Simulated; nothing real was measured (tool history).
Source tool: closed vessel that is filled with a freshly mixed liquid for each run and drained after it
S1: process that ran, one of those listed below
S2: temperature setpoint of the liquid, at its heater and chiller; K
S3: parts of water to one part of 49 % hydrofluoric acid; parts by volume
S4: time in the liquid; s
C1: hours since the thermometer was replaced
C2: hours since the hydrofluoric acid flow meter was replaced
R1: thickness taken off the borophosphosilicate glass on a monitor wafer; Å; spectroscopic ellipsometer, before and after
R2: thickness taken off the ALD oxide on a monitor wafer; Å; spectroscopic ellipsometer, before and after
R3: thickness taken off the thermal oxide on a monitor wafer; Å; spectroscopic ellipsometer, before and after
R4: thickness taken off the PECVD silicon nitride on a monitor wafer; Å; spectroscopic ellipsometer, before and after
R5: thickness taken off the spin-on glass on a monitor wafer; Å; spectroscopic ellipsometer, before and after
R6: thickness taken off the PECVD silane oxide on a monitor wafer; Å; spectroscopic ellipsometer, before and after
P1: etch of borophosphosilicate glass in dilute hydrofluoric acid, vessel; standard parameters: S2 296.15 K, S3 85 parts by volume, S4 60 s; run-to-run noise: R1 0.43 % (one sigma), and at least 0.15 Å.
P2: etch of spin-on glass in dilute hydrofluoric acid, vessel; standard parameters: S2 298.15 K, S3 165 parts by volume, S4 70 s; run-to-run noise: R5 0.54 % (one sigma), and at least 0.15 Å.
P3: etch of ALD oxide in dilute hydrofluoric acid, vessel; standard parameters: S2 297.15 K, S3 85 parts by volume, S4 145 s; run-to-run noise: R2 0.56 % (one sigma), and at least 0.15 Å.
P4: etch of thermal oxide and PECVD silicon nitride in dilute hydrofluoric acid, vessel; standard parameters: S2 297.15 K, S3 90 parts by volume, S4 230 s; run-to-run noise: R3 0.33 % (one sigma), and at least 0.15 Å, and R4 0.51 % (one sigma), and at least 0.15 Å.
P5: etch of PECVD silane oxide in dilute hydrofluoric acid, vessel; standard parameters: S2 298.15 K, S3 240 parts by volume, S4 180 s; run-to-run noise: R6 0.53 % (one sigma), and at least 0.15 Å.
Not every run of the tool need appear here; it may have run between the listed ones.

Run 1, hour 13.1: S1 P1, S2 296.15 K, S3 85 parts by volume, S4 60 s; C1 1117.6; C2 488. Result: R1 315.96 Å.
Run 2, hour 25: S1 P1, S2 300.65 K, S3 110 parts by volume, S4 60 s; C1 1129.5; C2 499.9. Result: R1 281.77 Å.
Run 3, hour 42.7: S1 P3, S2 297.15 K, S3 85 parts by volume, S4 70 s; C1 1147.2; C2 517.6. Result: R2 269.36 Å.
Run 4, hour 54.1: S1 P1, S2 296.15 K, S3 85 parts by volume, S4 60 s; C1 1158.6; C2 529. Result: R1 314.14 Å.
Run 5, hour 72.3: S1 P1, S2 300.65 K, S3 85 parts by volume, S4 60 s; C1 1176.8; C2 547.2. Result: R1 374.8 Å.
Run 6, hour 81.5: S1 P1, S2 304.15 K, S3 40 parts by volume, S4 60 s; C1 1186; C2 556.4. Result: R1 977.97 Å.
Run 7, hour 98.6: S1 P4, S2 297.15 K, S3 90 parts by volume, S4 455 s; C1 1203.1; C2 573.5. Result: R3 242.62 Å, R4 86.015 Å.
Run 8, hour 111.9: S1 P1, S2 290.15 K, S3 85 parts by volume, S4 60 s; C1 1216.4; C2 586.8. Result: R1 246.95 Å.
Run 9, hour 122.6: S1 P2, S2 298.15 K, S3 35 parts by volume, S4 70 s; C1 1227.1; C2 597.5. Result: R5 753.83 Å.
Run 10, hour 130.8: S1 P4, S2 297.15 K, S3 90 parts by volume, S4 230 s; C1 1235.3; C2 605.7. Result: R3 121.93 Å, R4 43.696 Å.
Run 11, hour 144.3: S1 P5, S2 298.15 K, S3 240 parts by volume, S4 180 s; C1 1248.8; C2 619.2. Result: R6 145.32 Å.
At hour 155.9: hydrofluoric acid flow meter replaced.
Run 12, hour 157.4: S1 P3, S2 297.15 K, S3 85 parts by volume, S4 145 s; C1 1261.9; C2 1.6. Result: R2 558.11 Å.
Run 13, hour 173.7: S1 P1, S2 296.15 K, S3 115 parts by volume, S4 60 s; C1 1278.2; C2 17.9. Result: R1 226.5 Å.
Run 14, hour 186: S1 P2, S2 298.15 K, S3 165 parts by volume, S4 70 s; C1 1290.5; C2 30.2. Result: R5 137.44 Å.
Run 15, hour 196.8: S1 P5, S2 298.15 K, S3 85 parts by volume, S4 180 s; C1 1301.3; C2 41. Result: R6 488.49 Å.
Run 16, hour 206.9: S1 P1, S2 296.15 K, S3 85 parts by volume, S4 60 s; C1 1311.4; C2 51.1. Result: R1 313.5 Å.
Run 17, hour 223.5: S1 P1, S2 296.15 K, S3 20 parts by volume, S4 60 s; C1 1328; C2 67.7. Result: R1 1451.2 Å.
Run 18, hour 236.2: S1 P1, S2 296.15 K, S3 85 parts by volume, S4 60 s; C1 1340.7; C2 80.4. Result: R1 312.26 Å.
Run 19, hour 249.8: S1 P2, S2 305.15 K, S3 165 parts by volume, S4 70 s; C1 1354.3; C2 94. Result: R5 176.85 Å.
Run 20, hour 267.4: S1 P5, S2 298.15 K, S3 240 parts by volume, S4 45 s; C1 1371.9; C2 111.6. Result: R6 36.285 Å.
Run 21, hour 282.7: S1 P2, S2 298.15 K, S3 165 parts by volume, S4 70 s; C1 1387.2; C2 126.9. Result: R5 135.28 Å.
Run 22, hour 294.2: S1 P3, S2 300.65 K, S3 85 parts by volume, S4 145 s; C1 1398.7; C2 138.4. Result: R2 639.78 Å.
Run 23, hour 308.3: S1 P5, S2 290.15 K, S3 240 parts by volume, S4 180 s; C1 1412.8; C2 152.5. Result: R6 107.76 Å.
Run 24, hour 324.3: S1 P2, S2 298.15 K, S3 165 parts by volume, S4 120 s; C1 1428.8; C2 168.5. Result: R5 233.7 Å.
Run 25, hour 340.7: S1 P4, S2 297.15 K, S3 90 parts by volume, S4 230 s; C1 1445.2; C2 184.9. Result: R3 122.35 Å, R4 44.065 Å.
Run 26, hour 352.6: S1 P5, S2 298.15 K, S3 240 parts by volume, S4 180 s; C1 1457.1; C2 196.8. Result: R6 145.04 Å.
Run 27, hour 363.4: S1 P3, S2 297.15 K, S3 50 parts by volume, S4 145 s; C1 1467.9; C2 207.6. Result: R2 989.88 Å.
At hour 365: thermometer replaced.
Run 28, hour 376.6: S1 P1, S2 296.15 K, S3 85 parts by volume, S4 105 s; C1 11.7; C2 220.8. Result: R1 550.76 Å.
Run 29, hour 387.1: S1 P4, S2 301.15 K, S3 90 parts by volume, S4 230 s; C1 22.2; C2 231.3. Result: R3 141.89 Å, R4 56.576 Å.
Run 30, hour 404.1: S1 P1, S2 296.15 K, S3 85 parts by volume, S4 30 s; C1 39.2; C2 248.3. Result: R1 156.58 Å.
Run 31, hour 416.6: S1 P4, S2 297.15 K, S3 155 parts by volume, S4 230 s; C1 51.7; C2 260.8. Result: R3 65.917 Å, R4 25.668 Å.
Run 32, hour 430.3: S1 P3, S2 297.15 K, S3 85 parts by volume, S4 145 s; C1 65.4; C2 274.5. Result: R2 556.63 Å.
Run 33, hour 441.7: S1 P1, S2 296.15 K, S3 85 parts by volume, S4 60 s; C1 76.8; C2 285.9. Result: R1 315.99 Å.
Run 34, hour 450.3: S1 P1, S2 296.15 K, S3 85 parts by volume, S4 60 s; C1 85.4; C2 294.5. Result: R1 322.64 Å.
Run 35, hour 461.4: S1 P1, S2 296.15 K, S3 85 parts by volume, S4 60 s; C1 96.5; C2 305.6. Result: R1 324.18 Å.
Run 36, hour 470.5: S1 P1, S2 296.15 K, S3 85 parts by volume, S4 60 s; C1 105.6; C2 314.7. Result: R1 328.48 Å.
Run 37, hour 483.9: S1 P1, S2 296.15 K, S3 85 parts by volume, S4 60 s; C1 119; C2 328.1. Result: R1 333.04 Å.
Run 38, hour 497.9: S1 P1, S2 296.15 K, S3 85 parts by volume, S4 60 s; C1 133; C2 342.1. Result: R1 333.16 Å.
Run 39, hour 507.6: S1 P1, S2 296.15 K, S3 85 parts by volume, S4 60 s; C1 142.7; C2 351.8. Result: R1 336.33 Å.
Run 40, hour 522.9: S1 P1, S2 296.15 K, S3 85 parts by volume, S4 60 s; C1 158; C2 367.1. Result: R1 339.03 Å.
Run 41, hour 538.8: S1 P1, S2 296.15 K, S3 85 parts by volume, S4 60 s; C1 173.9; C2 383. Result: R1 339.41 Å.
Run 42, hour 555.6: S1 P1, S2 296.15 K, S3 85 parts by volume, S4 60 s; C1 190.7; C2 399.8. Result: R1 338.1 Å.
Run 43, hour 572.7: S1 P1, S2 296.15 K, S3 85 parts by volume, S4 60 s; C1 207.8; C2 416.9. Result: R1 339.76 Å.

What P1 gives has crept off from where it sat before. The 2 causes that follow fit the log equally well, each at the size noted:
A: liquid hotter than its thermometer reads (K) = 1.83
B: hydrofluoric acid flow above the setpoint (%) = 6.88
At approximately hour 441.7, the process output began to creep.

Question marks stand in for the results of the 4 check runs listed below, each run on one wafer. Under which run would the listed causes show clearly different results?
Run check 1, hour 589.8: S1 P5, S2 290.65 K, S3 240 parts by volume, S4 180 s. Result: R6 ?.
Run check 2, hour 589.8: S1 P3, S2 300.65 K, S3 85 parts by volume, S4 145 s. Result: R2 ?.
Run check 3, hour 589.8: S1 P4, S2 297.15 K, S3 90 parts by volume, S4 385 s. Result: R3 ?, R4 ?.
Run check 4, hour 589.8: S1 P2, S2 298.15 K, S3 45 parts by volume, S4 120 s. Result: R5 ?.

Expected result of each check under each candidate cause:
  check  result    if A    if B
check 1      R6  117.84  119.03
check 2      R2  684.47  686.88
check 3      R3  219.87  220.16
check 3      R4  82.681  78.281
check 4      R5  1075.5  1071.3
Gap, in per cent, between the two causes that each check separates least, read from the result that separates them most: check 1 1.01 %; check 2 0.35 %; check 3 5.47 %; check 4 0.39 %
Check 3 distinguishes between the causes, while the remaining checks would return nearly the same result for all of them.

Running check 3 produced the following: R3 220.47 Å; R4 78.929 Å. Which one of the listed causes fits?

Of the candidate causes, it is B: hydrofluoric acid flow above the setpoint (%).
